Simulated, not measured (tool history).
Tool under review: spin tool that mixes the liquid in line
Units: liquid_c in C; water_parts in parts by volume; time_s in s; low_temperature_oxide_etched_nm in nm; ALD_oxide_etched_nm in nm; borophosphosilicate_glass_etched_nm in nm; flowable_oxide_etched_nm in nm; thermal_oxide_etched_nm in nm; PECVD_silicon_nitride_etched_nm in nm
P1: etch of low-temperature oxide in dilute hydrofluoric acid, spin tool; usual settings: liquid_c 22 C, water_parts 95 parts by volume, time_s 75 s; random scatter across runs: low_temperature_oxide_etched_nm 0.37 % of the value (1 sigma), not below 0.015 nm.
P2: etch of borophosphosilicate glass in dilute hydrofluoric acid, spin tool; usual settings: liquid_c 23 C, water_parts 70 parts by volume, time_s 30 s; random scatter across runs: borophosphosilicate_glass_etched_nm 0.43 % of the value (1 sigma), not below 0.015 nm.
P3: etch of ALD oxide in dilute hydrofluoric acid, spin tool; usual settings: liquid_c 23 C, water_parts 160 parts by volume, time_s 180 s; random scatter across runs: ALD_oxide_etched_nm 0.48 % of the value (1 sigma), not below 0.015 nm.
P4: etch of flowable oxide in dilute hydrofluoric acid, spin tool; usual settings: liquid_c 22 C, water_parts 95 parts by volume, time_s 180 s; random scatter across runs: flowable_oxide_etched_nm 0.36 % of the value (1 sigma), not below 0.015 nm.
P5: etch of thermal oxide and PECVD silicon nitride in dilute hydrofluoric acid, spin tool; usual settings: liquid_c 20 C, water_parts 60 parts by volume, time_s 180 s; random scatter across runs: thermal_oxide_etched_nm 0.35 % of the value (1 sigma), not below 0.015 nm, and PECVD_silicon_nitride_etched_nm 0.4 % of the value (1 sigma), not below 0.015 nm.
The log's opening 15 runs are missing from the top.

| run | hour | process | liquid_c | water_parts | time_s | hours since the thermometer was replaced | hours since the hydrofluoric acid flow meter was replaced | low_temperature_oxide_etched_nm | ALD_oxide_etched_nm | borophosphosilicate_glass_etched_nm | flowable_oxide_etched_nm | thermal_oxide_etched_nm | PECVD_silicon_nitride_etched_nm |
|---|---|---|---|---|---|---|---|---|---|---|---|---|---|
| 16 | 89.3 | P1 | 22 | 95 | 75 | 417 | 905.5 | 12.696 |  |  |  |  |  |
| 17 | 96.2 | P1 | 22 | 25 | 75 | 423.9 | 912.4 | 52.852 |  |  |  |  |  |
| 18 | 101.8 | P2 | 23 | 25 | 30 | 429.5 | 918 |  |  | 51.157 |  |  |  |
| 19 | 106.7 | P1 | 17 | 45 | 75 | 434.4 | 922.9 | 23.109 |  |  |  |  |  |
| 20 | 111.4 | P1 | 22 | 95 | 75 | 439.1 | 927.6 | 12.682 |  |  |  |  |  |
| 21 | 114.7 | P2 | 23 | 70 | 50 | 442.4 | 930.9 |  |  | 28.573 |  |  |  |
| 22 | 120.4 | P5 | 20 | 30 | 180 | 448.1 | 936.6 |  |  |  |  | 26.451 | 25.037 |
| 23 | 124.6 | P1 | 25.5 | 95 | 145 | 452.3 | 940.8 | 28.397 |  |  |  |  |  |
| 24 | 129.1 | P5 | 20 | 60 | 95 | 456.8 | 945.3 |  |  |  |  | 6.6856 | 6.7743 |
| 25 | 133.2 | P5 | 25 | 60 | 180 | 460.9 | 949.4 |  |  |  |  | 15.74 | 18.022 |
| 26 | 140 | P2 | 27.5 | 70 | 30 | 467.7 | 956.2 |  |  | 20.536 |  |  |  |
| 27 | 144.9 | P3 | 23 | 160 | 80 | 472.6 | 961.1 |  | 4.4266 |  |  |  |  |
| 28 | 151 | P4 | 30 | 95 | 180 | 478.7 | 967.2 |  |  |  | 69.564 |  |  |
| 29 | 154.4 | P3 | 23 | 160 | 180 | 482.1 | 970.6 |  | 9.9804 |  |  |  |  |
| 30 | 158.9 | P1 | 25.5 | 95 | 30 | 486.6 | 975.1 | 5.8773 |  |  |  |  |  |
| 31 | 162.5 | P5 | 20 | 60 | 180 | 490.2 | 978.7 |  |  |  |  | 12.792 | 12.906 |
| 32 | 169.8 | P1 | 22 | 95 | 35 | 497.5 | 986 | 5.9014 |  |  |  |  |  |
| 33 | 174.3 | P4 | 22 | 140 | 180 | 502 | 990.5 |  |  |  | 32.784 |  |  |
| 34 | 180.8 | P1 | 22 | 95 | 110 | 508.5 | 997 | 18.556 |  |  |  |  |  |
| 35 | 185.6 | P1 | 22 | 95 | 75 | 513.3 | 1001.8 | 12.779 |  |  |  |  |  |
| 36 | 189.7 | P1 | 22 | 95 | 75 | 517.4 | 1005.9 | 12.192 |  |  |  |  |  |
| 37 | 194 | P1 | 22 | 95 | 75 | 521.7 | 1010.2 | 11.962 |  |  |  |  |  |
| 38 | 197.9 | P1 | 22 | 95 | 75 | 525.6 | 1014.1 | 11.788 |  |  |  |  |  |
| 39 | 203 | P1 | 22 | 95 | 75 | 530.7 | 1019.2 | 11.725 |  |  |  |  |  |
| 40 | 208.5 | P1 | 22 | 95 | 75 | 536.2 | 1024.7 | 11.69 |  |  |  |  |  |

Expected results for the next run?
| 41 | 213.4 | P1 | 22 | 95 | 75 | 541.1 | 1029.6 | ? |  |  |  |  |  |

{"run 41": {"low_temperature_oxide_etched_nm": 11.609}}
